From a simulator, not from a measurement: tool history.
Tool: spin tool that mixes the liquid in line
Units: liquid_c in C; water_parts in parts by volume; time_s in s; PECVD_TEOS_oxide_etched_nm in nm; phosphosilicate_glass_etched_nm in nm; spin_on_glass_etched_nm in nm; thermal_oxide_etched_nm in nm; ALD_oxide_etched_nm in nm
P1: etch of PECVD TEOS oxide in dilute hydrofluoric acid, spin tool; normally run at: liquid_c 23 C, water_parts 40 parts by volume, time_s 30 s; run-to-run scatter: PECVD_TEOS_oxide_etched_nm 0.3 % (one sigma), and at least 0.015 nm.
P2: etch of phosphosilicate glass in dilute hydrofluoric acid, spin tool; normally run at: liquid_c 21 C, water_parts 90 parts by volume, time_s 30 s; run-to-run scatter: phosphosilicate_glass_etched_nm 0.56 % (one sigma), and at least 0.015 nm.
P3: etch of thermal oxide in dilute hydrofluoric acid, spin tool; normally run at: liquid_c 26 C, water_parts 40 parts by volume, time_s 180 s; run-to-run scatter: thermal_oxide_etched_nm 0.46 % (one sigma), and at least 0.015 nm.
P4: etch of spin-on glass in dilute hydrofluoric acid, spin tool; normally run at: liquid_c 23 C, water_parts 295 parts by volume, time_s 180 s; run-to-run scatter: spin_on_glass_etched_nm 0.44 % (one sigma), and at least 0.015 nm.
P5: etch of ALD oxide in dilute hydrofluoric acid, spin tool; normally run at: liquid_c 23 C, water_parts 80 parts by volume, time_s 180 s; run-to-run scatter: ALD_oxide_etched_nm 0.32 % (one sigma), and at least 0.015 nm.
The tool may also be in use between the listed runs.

| run | hour | process | liquid_c | water_parts | time_s | hours since the thermometer was replaced | hours since the hydrofluoric acid flow meter was replaced | PECVD_TEOS_oxide_etched_nm | phosphosilicate_glass_etched_nm | spin_on_glass_etched_nm | thermal_oxide_etched_nm | ALD_oxide_etched_nm |
|---|---|---|---|---|---|---|---|---|---|---|---|---|
| 1 | 8.9 | P1 | 23 | 40 | 30 | 168.5 | 774.2 | 21.585 |  |  |  |  |
| 2 | 14 | P2 | 21 | 90 | 30 | 173.6 | 779.3 |  | 30.363 |  |  |  |
| 3 | 23.4 | P4 | 23 | 295 | 180 | 183 | 788.7 |  |  | 16.136 |  |  |
| 4 | 30 | P2 | 21 | 90 | 60 | 189.6 | 795.3 |  | 60.666 |  |  |  |
| 5 | 34.9 | P1 | 23 | 70 | 15 | 194.5 | 800.2 | 5.8997 |  |  |  |  |
| 6 | 40.2 | P2 | 29 | 90 | 30 | 199.8 | 805.5 |  | 41.487 |  |  |  |
| 7 | 50.2 | P3 | 26 | 70 | 180 | 209.8 | 815.5 |  |  |  | 13.615 |  |
| 8 | 58.9 | P5 | 23 | 80 | 350 | 218.5 | 824.2 |  |  |  |  | 84.791 |
|  | 64.1 | thermometer replaced |
| 9 | 66.5 | P4 | 30.5 | 295 | 180 | 2.4 | 831.8 |  |  | 20.62 |  |  |
| 10 | 72 | P1 | 23 | 25 | 30 | 7.9 | 837.3 | 35.025 |  |  |  |  |
| 11 | 81.8 | P4 | 23 | 295 | 275 | 17.7 | 847.1 |  |  | 24.428 |  |  |
| 12 | 89.1 | P2 | 21 | 40 | 30 | 25 | 854.4 |  | 72.223 |  |  |  |
| 13 | 95.8 | P2 | 21 | 90 | 30 | 31.7 | 861.1 |  | 30.288 |  |  |  |
| 14 | 102.5 | P3 | 34 | 40 | 180 | 38.4 | 867.8 |  |  |  | 34.253 |  |
| 15 | 107.3 | P1 | 23 | 40 | 30 | 43.2 | 872.6 | 21.377 |  |  |  |  |
| 16 | 112.1 | P5 | 17.5 | 80 | 180 | 48 | 877.4 |  |  |  |  | 34.709 |
| 17 | 118 | P4 | 23 | 90 | 180 | 53.9 | 883.3 |  |  | 65.33 |  |  |
| 18 | 124.6 | P1 | 28 | 40 | 30 | 60.5 | 889.9 | 26.464 |  |  |  |  |
| 19 | 135.3 | P1 | 23 | 20 | 50 | 71.2 | 900.6 | 74.008 |  |  |  |  |
| 20 | 142.6 | P5 | 23 | 80 | 180 | 78.5 | 907.9 |  |  |  |  | 43.601 |
| 21 | 152.6 | P1 | 23 | 40 | 30 | 88.5 | 917.9 | 21.568 |  |  |  |  |
| 22 | 161.9 | P3 | 26 | 40 | 180 | 97.8 | 927.2 |  |  |  | 24.847 |  |
| 23 | 169.4 | P1 | 17 | 40 | 30 | 105.3 | 934.7 | 16.573 |  |  |  |  |
| 24 | 179.7 | P1 | 23 | 60 | 30 | 115.6 | 945 | 14.015 |  |  |  |  |
| 25 | 189.7 | P3 | 26 | 40 | 60 | 125.6 | 955 |  |  |  | 8.2371 |  |
| 26 | 196.4 | P1 | 23 | 40 | 45 | 132.3 | 961.7 | 32.401 |  |  |  |  |
| 27 | 202.3 | P1 | 23 | 40 | 30 | 138.2 | 967.6 | 21.484 |  |  |  |  |
| 28 | 211.9 | P1 | 23 | 40 | 15 | 147.8 | 977.2 | 10.782 |  |  |  |  |
| 29 | 218.8 | P4 | 23 | 295 | 180 | 154.7 | 984.1 |  |  | 15.98 |  |  |
| 30 | 229.7 | P1 | 23 | 40 | 30 | 165.6 | 995 | 21.555 |  |  |  |  |
| 31 | 240.4 | P5 | 23 | 40 | 180 | 176.3 | 1005.7 |  |  |  |  | 91.558 |
| 32 | 249.2 | P3 | 26 | 40 | 180 | 185.1 | 1014.5 |  |  |  | 24.641 |  |
| 33 | 255.6 | P1 | 23 | 40 | 30 | 191.5 | 1020.9 | 21.534 |  |  |  |  |
| 34 | 263.8 | P1 | 23 | 40 | 30 | 199.7 | 1029.1 | 20.456 |  |  |  |  |
| 35 | 268.8 | P1 | 23 | 40 | 30 | 204.7 | 1034.1 | 20.201 |  |  |  |  |
| 36 | 274 | P1 | 23 | 40 | 30 | 209.9 | 1039.3 | 20.001 |  |  |  |  |
| 37 | 280.2 | P1 | 23 | 40 | 30 | 216.1 | 1045.5 | 19.764 |  |  |  |  |
| 38 | 289.2 | P1 | 23 | 40 | 30 | 225.1 | 1054.5 | 19.581 |  |  |  |  |
| 39 | 297 | P1 | 23 | 40 | 30 | 232.9 | 1062.3 | 19.518 |  |  |  |  |
| 40 | 307.9 | P1 | 23 | 40 | 30 | 243.8 | 1073.2 | 19.425 |  |  |  |  |

What P1 gives has crept away from where it was. These 2 causes fit the log equally well, each at the size given:
A: hydrofluoric acid flow below the setpoint (%) = 9.27
B: liquid colder than its thermometer reads (K) = 2.44
The creep began at about hour 255.6.

4 check runs are offered, one wafer each, their results left as question marks. Which one tells the causes apart?
| check 1 | 318.8 | P4 | 23 | 295 | 180 |  |  |  |  | ? |  |  |
| check 2 | 318.8 | P2 | 21 | 90 | 30 |  |  |  | ? |  |  |  |
| check 3 | 318.8 | P5 | 23 | 80 | 180 |  |  |  |  |  |  | ? |
| check 4 | 318.8 | P3 | 26 | 40 | 180 |  |  |  |  |  | ? |  |

What each check would give under each cause:
| check | result | if A | if B |
|---|---|---|---|
| check 1 | spin_on_glass_etched_nm | 14.103 | 14.654 |
| check 2 | phosphosilicate_glass_etched_nm | 27.223 | 27.41 |
| check 3 | ALD_oxide_etched_nm | 39.216 | 39.502 |
| check 4 | thermal_oxide_etched_nm | 22.402 | 22.458 |
How far apart the two closest causes lie, in the result that separates them most: check 1 3.84 %; check 2 0.69 %; check 3 0.73 %; check 4 0.25 %
Check 1 tells the causes apart: in the others they would give nearly the same result.

Then check 1 was run and gave: spin_on_glass_etched_nm 14.031 nm. Which cause is it?

It is A: hydrofluoric acid flow below the setpoint (%).
